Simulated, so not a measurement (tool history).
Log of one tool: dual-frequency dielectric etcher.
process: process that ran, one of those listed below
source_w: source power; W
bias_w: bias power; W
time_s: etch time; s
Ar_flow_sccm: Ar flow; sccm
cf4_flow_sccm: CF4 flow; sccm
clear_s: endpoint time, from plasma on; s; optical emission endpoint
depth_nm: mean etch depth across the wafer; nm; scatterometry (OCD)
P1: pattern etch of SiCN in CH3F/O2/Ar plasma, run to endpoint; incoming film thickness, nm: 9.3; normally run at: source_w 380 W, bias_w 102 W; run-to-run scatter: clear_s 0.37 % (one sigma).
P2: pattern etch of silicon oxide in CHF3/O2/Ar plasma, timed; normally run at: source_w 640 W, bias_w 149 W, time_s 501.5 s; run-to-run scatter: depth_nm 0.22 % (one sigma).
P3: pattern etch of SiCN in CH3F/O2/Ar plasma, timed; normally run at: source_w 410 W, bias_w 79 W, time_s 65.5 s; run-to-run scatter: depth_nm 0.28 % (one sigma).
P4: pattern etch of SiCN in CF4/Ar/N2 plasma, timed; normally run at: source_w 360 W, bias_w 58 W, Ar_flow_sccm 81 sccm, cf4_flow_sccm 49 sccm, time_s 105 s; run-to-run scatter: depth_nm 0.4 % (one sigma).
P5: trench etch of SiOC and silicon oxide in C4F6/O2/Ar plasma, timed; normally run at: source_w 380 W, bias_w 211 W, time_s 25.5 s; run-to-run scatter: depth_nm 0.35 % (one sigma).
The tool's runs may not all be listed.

run	hour	process	source_w	bias_w	time_s	Ar_flow_sccm	cf4_flow_sccm	hours since the last wet clean	hours since the last source power generator calibration	hours since the last bias power generator calibration	clear_s	depth_nm
1	8	P1	380	102				156.2	906.9	1627.4	21.061	
2	16	P1	380	132				164.2	914.9	1635.4	19.281	
3	24.4	P1	380	102				172.6	923.3	1643.8	21.2	
4	32.2	P2	640	208	501.5			180.4	931.1	1651.6		1055.4
5	36.6	P1	280	76				184.8	935.5	1656	26.553	
6	42.6	P2	640	149	684.5			190.8	941.5	1662		1287.3
7	47.6	P1	380	102				195.8	946.5	1667	21.36	
8	55.1	P3	560	79	65.5			203.3	954	1674.5		29.364
# hour 58.2: source power generator calibrated
9	62.3	P4	230	58	105	81	49	210.5	4.2	1681.7		45.346
10	67.9	P3	410	108	65.5			216.1	9.8	1687.3		29.334
11	72.9	P1	250	102				221.1	14.8	1692.3	24.736	
12	76.9	P5	240	211	25.5			225.1	18.8	1696.3		43.525
13	80.7	P4	360	58	146.5	81	49	228.9	22.6	1700.1		94.47
14	87.2	P4	360	58	105	81	49	235.4	29.1	1706.6		67.029
15	95.4	P1	380	102				243.6	37.3	1714.8	21.123	
16	104	P5	380	211	14			252.2	45.9	1723.4		28.505
17	107.8	P3	410	79	65.5			256	49.7	1727.2		26.08
18	112.4	P5	380	211	25.5			260.6	54.3	1731.8		51.671
19	117.6	P4	360	58	105	63	49	265.8	59.5	1737		70.127
20	125.3	P3	410	79	84.5			273.5	67.2	1744.7		33.675
21	133.8	P2	890	149	501.5			282	75.7	1753.2		1074.7
22	138.8	P5	380	211	25.5			287	80.7	1758.2		51.801
23	145.7	P1	380	69				293.9	87.6	1765.1	24.432	
24	151	P1	380	102				299.2	92.9	1770.4	21.236	
25	158.2	P1	530	102				306.4	100.1	1777.6	18.842	
26	165.4	P1	500	121				313.6	107.3	1784.8	17.92	
# hour 172.1: wet clean of the chamber
27	172.8	P4	360	58	105	81	35	0.8	114.7	1792.2		63.492
28	178.3	P4	360	45	105	81	49	6.3	120.2	1797.7		61.824
29	184.2	P5	380	148	25.5			12.2	126.1	1803.6		46.378
30	189.8	P2	640	149	501.5			17.8	131.7	1809.2		943.26
31	195.2	P1	380	102				23.2	137.1	1814.6	21.053	
32	200.2	P1	380	102				28.2	142.1	1819.6	21.229	
33	206.4	P1	380	102				34.4	148.3	1825.8	21.457	
34	211.4	P1	380	102				39.4	153.3	1830.8	21.371	

The next listed run, before its measurement:
35	218.1	P1	380	102				46.1	160	1837.5	?	

Run 35 gave clear_s 21.543 s.
